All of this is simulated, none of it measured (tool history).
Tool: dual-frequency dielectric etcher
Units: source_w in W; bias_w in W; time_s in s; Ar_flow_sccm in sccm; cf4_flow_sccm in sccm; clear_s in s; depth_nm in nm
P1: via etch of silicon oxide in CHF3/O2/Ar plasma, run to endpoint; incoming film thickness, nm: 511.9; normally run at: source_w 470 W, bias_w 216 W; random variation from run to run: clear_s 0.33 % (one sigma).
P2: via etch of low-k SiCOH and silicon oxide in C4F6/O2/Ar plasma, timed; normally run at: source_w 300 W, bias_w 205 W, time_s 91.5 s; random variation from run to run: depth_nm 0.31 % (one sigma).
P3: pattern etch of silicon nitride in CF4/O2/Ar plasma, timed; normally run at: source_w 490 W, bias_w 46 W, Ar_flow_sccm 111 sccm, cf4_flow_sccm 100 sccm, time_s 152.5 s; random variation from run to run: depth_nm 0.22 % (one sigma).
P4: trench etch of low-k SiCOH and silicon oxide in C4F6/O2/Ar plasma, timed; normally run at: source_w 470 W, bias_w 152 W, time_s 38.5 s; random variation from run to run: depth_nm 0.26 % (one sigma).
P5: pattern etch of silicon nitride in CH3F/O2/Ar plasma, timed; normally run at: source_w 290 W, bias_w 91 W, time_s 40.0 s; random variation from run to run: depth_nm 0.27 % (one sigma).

run   hour  process  source_w  bias_w  time_s  Ar_flow_sccm  cf4_flow_sccm  hours since the last wet clean  hours since the last source power generator calibration  hours since the last bias power generator calibration  clear_s  depth_nm
  1    4.2       P1       470     216                                                                 72.7                                                   1796.2                                                  732.3   263.00
  2    8.7       P1       270     216                                                                 77.2                                                   1800.7                                                  736.8   323.18
  3   12.2       P4       270     152    38.5                                                         80.7                                                   1804.2                                                  740.3             99.033
  4   14.9       P2       300     205    53.5                                                         83.4                                                   1806.9                                                  743.0            143.620
  5   18.4       P2       420     205    91.5                                                         86.9                                                   1810.4                                                  746.5            278.490
  6   21.1       P1       470     216                                                                 89.6                                                   1813.1                                                  749.2   262.75
  7   25.2       P2       300     205    91.5                                                         93.7                                                   1817.2                                                  753.3            244.970
  8   28.3       P5       370      91    40.0                                                         96.8                                                   1820.3                                                  756.4             30.087
  9   30.5       P3       490      46   152.5           111            130                            99.0                                                   1822.5                                                  758.6            277.250
 10   32.8       P1       560     216                                                                101.3                                                   1824.8                                                  760.9   245.93
 11   37.0       P1       470     216                                                                105.5                                                   1829.0                                                  765.1   260.97
 12   38.9       P4       470     120    38.5                                                        107.4                                                   1830.9                                                  767.0            115.160
 13   42.7       P5       290     119    40.0                                                        111.2                                                   1834.7                                                  770.8             30.346
 14   45.2       P1       610     285                                                                113.7                                                   1837.2                                                  773.3   215.53
 15   47.3       P1       470     287                                                                115.8                                                   1839.3                                                  775.4   236.11
 16   50.8       P1       550     151                                                                119.3                                                   1842.8                                                  778.9   279.28
 17   54.6       P1       470     216                                                                123.1                                                   1846.6                                                  782.7   263.42
 18   58.9       P5       290      91    40.0                                                        127.4                                                   1850.9                                                  787.0             27.373
 19   62.1       P3       490      46   152.5           111            100                           130.6                                                   1854.1                                                  790.2            268.980
 20   65.9       P1       470     216                                                                134.4                                                   1857.9                                                  794.0   262.01
 21   70.1       P1       560     291                                                                138.6                                                   1862.1                                                  798.2   220.37
 22   73.2       P1       470     216                                                                141.7                                                   1865.2                                                  801.3   262.69
 23   76.0       P3       490      46   216.0           111            100                           144.5                                                   1868.0                                                  804.1            379.910
 24   78.5       P5       290      91    24.5                                                        147.0                                                   1870.5                                                  806.6             16.813
 25   82.4       P3       370      46   152.5           111            100                           150.9                                                   1874.4                                                  810.5            209.380
 26   84.7       P4       470     152    56.0                                                        153.2                                                   1876.7                                                  812.8            179.210
 27   87.9       P2       300     205    91.5                                                        156.4                                                   1879.9                                                  816.0            244.980
 28   91.9       P3       490      46   152.5            69            100                           160.4                                                   1883.9                                                  820.0            283.410
 29   94.0       P1       470     157                                                                162.5                                                   1886.0                                                  822.1   292.37
 30   98.3       P3       490      64   152.5           111            100                           166.8                                                   1890.3                                                  826.4            304.160
 31  100.9       P2       300     123    91.5                                                        169.4                                                   1892.9                                                  829.0            208.520
 32  105.4       P4       470     152    38.5                                                        173.9                                                   1897.4                                                  833.5            123.330
 33  108.4       P1       470     216                                                                176.9                                                   1900.4                                                  836.5   262.88
 34  111.6       P1       470     216                                                                180.1                                                   1903.6                                                  839.7   264.05
 35  113.9       P1       470     216                                                                182.4                                                   1905.9                                                  842.0   265.59
 36  117.4       P1       470     216                                                                185.9                                                   1909.4                                                  845.5   265.69
 37  119.7       P1       470     216                                                                188.2                                                   1911.7                                                  847.8   265.15
     121.3  -- wet clean of the chamber
 38  122.8       P1       470     216                                                                  1.6                                                   1914.8                                                  850.9   266.69
 39  126.4       P1       470     216                                                                  5.2                                                   1918.4                                                  854.5   265.61
 40  130.9       P1       470     216                                                                  9.7                                                   1922.9                                                  859.0   265.84
 41  132.9       P1       470     216                                                                 11.7                                                   1924.9                                                  861.0   267.67

What P1 gives has crept away from where it was. These 2 causes fit the log equally well, each at the size given:
A: source power that arrives under what is set, % = 4.27
B: bias power that arrives under what is set, % = 4.56
The creep began at about hour 108.4.
Why every other cause is out:
chamber walls in a state that lowers the etch rate, %: serviced at hour 121.3, which brought nothing back

4 check runs are offered, one wafer each, their results left as question marks. Which one tells the causes apart?
check 1  134.9       P4       280     122    38.5                                                                                                                                                                                               ?
check 2  134.9       P5       330     113    40.0                                                                                                                                                                                               ?
check 3  134.9       P3       490      57   152.5            86            100                                                                                                                                                                  ?
check 4  134.9       P2       420     205    91.5                                                                                                                                                                                               ?

What each check would give under each cause:
  check    result     if A     if B
check 1  depth_nm   92.674   92.997
check 2  depth_nm   30.770   30.722
check 3  depth_nm  288.300  294.250
check 4  depth_nm  274.400  274.900
How far apart the two closest causes lie, in the result that separates them most: check 1 0.35 %; check 2 0.16 %; check 3 2.04 %; check 4 0.18 %
Check 3 tells the causes apart: in the others they would give nearly the same result.

Check 3 was then run and gave: depth_nm 288.300 nm. Which cause is it?

It is A: source power that arrives under what is set, %.

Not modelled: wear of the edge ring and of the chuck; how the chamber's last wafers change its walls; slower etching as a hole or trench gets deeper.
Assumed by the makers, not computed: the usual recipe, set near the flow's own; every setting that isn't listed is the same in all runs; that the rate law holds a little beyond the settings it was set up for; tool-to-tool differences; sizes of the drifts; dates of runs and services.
